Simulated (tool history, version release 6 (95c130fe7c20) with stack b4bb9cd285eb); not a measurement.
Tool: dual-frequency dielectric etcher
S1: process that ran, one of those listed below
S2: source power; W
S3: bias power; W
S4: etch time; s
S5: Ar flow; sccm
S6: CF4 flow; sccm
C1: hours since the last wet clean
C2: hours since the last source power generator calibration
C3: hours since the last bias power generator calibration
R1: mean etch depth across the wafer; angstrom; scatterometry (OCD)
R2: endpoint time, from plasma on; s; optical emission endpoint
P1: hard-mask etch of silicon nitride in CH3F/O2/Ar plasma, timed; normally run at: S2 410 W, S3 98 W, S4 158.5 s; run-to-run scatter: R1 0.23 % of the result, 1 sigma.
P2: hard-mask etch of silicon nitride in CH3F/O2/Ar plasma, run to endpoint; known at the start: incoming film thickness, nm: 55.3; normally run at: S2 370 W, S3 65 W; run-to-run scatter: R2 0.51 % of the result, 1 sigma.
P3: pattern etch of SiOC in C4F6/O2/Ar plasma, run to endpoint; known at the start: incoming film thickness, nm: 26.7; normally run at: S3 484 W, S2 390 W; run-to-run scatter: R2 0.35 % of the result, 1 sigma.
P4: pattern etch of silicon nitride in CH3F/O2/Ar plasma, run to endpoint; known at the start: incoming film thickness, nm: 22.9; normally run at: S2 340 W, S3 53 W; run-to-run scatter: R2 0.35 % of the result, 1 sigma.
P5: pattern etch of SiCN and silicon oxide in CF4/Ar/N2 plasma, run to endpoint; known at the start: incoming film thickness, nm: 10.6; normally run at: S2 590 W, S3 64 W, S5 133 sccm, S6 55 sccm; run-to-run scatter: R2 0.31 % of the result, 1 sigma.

run 1 hour=4.5 | S1=P1 S2=410 S3=98 S4=158.5 | C1=245 C2=665.5 C3=1812.6 | R1=1253.3
run 2 hour=9.1 | S1=P5 S2=590 S3=64 S5=94 S6=55 | C1=249.6 C2=670.1 C3=1817.2 | R2=10.356
run 3 hour=13.6 | S1=P4 S2=340 S3=33 | C1=254.1 C2=674.6 C3=1821.7 | R2=45.072
run 4 hour=15.9 | S1=P2 S2=370 S3=49 | C1=256.4 C2=676.9 C3=1824 | R2=93.351
run 5 hour=19.4 | S1=P5 S2=730 S3=64 S5=133 S6=55 | C1=259.9 C2=680.4 C3=1827.5 | R2=9.1166
run 6 hour=23.4 | S1=P1 S2=410 S3=132 S4=158.5 | C1=263.9 C2=684.4 C3=1831.5 | R1=1403.7
run 7 hour=26.5 | S1=P3 S2=530 S3=484 | C1=267 C2=687.5 C3=1834.6 | R2=8.149
run 8 hour=30.2 | S1=P5 S2=590 S3=64 S5=133 S6=42 | C1=270.7 C2=691.2 C3=1838.3 | R2=11.55
run 9 hour=32.6 | S1=P3 S2=390 S3=484 | C1=273.1 C2=693.6 C3=1840.7 | R2=9.1377
run 10 hour=37 | S1=P1 S2=520 S3=98 S4=158.5 | C1=277.5 C2=698 C3=1845.1 | R1=1365.2
run 11 hour=40.9 | S1=P1 S2=260 S3=60 S4=158.5 | C1=281.4 C2=701.9 C3=1849 | R1=885.6
run 12 hour=44.1 | S1=P5 S2=590 S3=64 S5=133 S6=55 | C1=284.6 C2=705.1 C3=1852.2 | R2=10.998
run 13 hour=48.8 | S1=P5 S2=590 S3=52 S5=133 S6=55 | C1=289.3 C2=709.8 C3=1856.9 | R2=11.782
run 14 hour=51.4 | S1=P1 S2=410 S3=98 S4=97 | C1=291.9 C2=712.4 C3=1859.5 | R1=766.23
run 15 hour=53.8 | S1=P1 S2=410 S3=98 S4=158.5 | C1=294.3 C2=714.8 C3=1861.9 | R1=1256.2
run 16 hour=58.7 | S1=P1 S2=410 S3=98 S4=158.5 | C1=299.2 C2=719.7 C3=1866.8 | R1=1257.4
run 17 hour=63.9 | S1=P5 S2=590 S3=64 S5=133 S6=55 | C1=304.4 C2=724.9 C3=1872 | R2=11.006
run 18 hour=66.1 | S1=P3 S2=390 S3=330 | C1=306.6 C2=727.1 C3=1874.2 | R2=10.471
run 19 hour=69.4 | S1=P1 S2=410 S3=98 S4=158.5 | C1=309.9 C2=730.4 C3=1877.5 | R1=1252.4
run 20 hour=72.3 | S1=P1 S2=290 S3=128 S4=158.5 | C1=312.8 C2=733.3 C3=1880.4 | R1=1218.8
run 21 hour=76.8 | S1=P4 S2=430 S3=53 | C1=317.3 C2=737.8 C3=1884.9 | R2=35.815
run 22 hour=79.2 | S1=P1 S2=410 S3=72 S4=158.5 | C1=319.7 C2=740.2 C3=1887.3 | R1=1125.5
run 23 hour=82.1 | S1=P1 S2=410 S3=61 S4=123 | C1=322.6 C2=743.1 C3=1890.2 | R1=824.05
run 24 hour=87.4 | S1=P4 S2=340 S3=53 | C1=327.9 C2=748.4 C3=1895.5 | R2=39.078
-- hour=92.3 wet clean of the chamber
run 25 hour=92.3 | S1=P4 S2=340 S3=53 | C1=0 C2=753.3 C3=1900.4 | R2=39.347
run 26 hour=95.6 | S1=P2 S2=370 S3=65 | C1=3.3 C2=756.6 C3=1903.7 | R2=85.007
run 27 hour=98.6 | S1=P1 S2=410 S3=98 S4=209 | C1=6.3 C2=759.6 C3=1906.7 | R1=1658.1
run 28 hour=101.7 | S1=P1 S2=320 S3=98 S4=158.5 | C1=9.4 C2=762.7 C3=1909.8 | R1=1141.1
run 29 hour=104.5 | S1=P2 S2=480 S3=65 | C1=12.2 C2=765.5 C3=1912.6 | R2=77.004
run 30 hour=107 | S1=P1 S2=410 S3=98 S4=158.5 | C1=14.7 C2=768 C3=1915.1 | R1=1253.4
run 31 hour=109.9 | S1=P1 S2=410 S3=98 S4=158.5 | C1=17.6 C2=770.9 C3=1918 | R1=1256.2
run 32 hour=115.1 | S1=P1 S2=410 S3=98 S4=158.5 | C1=22.8 C2=776.1 C3=1923.2 | R1=1244.6
run 33 hour=117.7 | S1=P1 S2=410 S3=98 S4=158.5 | C1=25.4 C2=778.7 C3=1925.8 | R1=1246
run 34 hour=122.2 | S1=P1 S2=410 S3=98 S4=158.5 | C1=29.9 C2=783.2 C3=1930.3 | R1=1236.4
run 35 hour=126.5 | S1=P1 S2=410 S3=98 S4=158.5 | C1=34.2 C2=787.5 C3=1934.6 | R1=1230.2
run 36 hour=130.3 | S1=P1 S2=410 S3=98 S4=158.5 | C1=38 C2=791.3 C3=1938.4 | R1=1235.5
-- hour=132.9 wet clean of the chamber
run 37 hour=135.3 | S1=P1 S2=410 S3=98 S4=158.5 | C1=2.4 C2=796.3 C3=1943.4 | R1=1236.4

Run 38 comes next. What will it give?
run 38 hour=139.2 | S1=P1 S2=410 S3=98 S4=158.5 | C1=6.3 C2=800.2 C3=1947.3 | R1=?

{"run 38": {"R1": 1236.9}}

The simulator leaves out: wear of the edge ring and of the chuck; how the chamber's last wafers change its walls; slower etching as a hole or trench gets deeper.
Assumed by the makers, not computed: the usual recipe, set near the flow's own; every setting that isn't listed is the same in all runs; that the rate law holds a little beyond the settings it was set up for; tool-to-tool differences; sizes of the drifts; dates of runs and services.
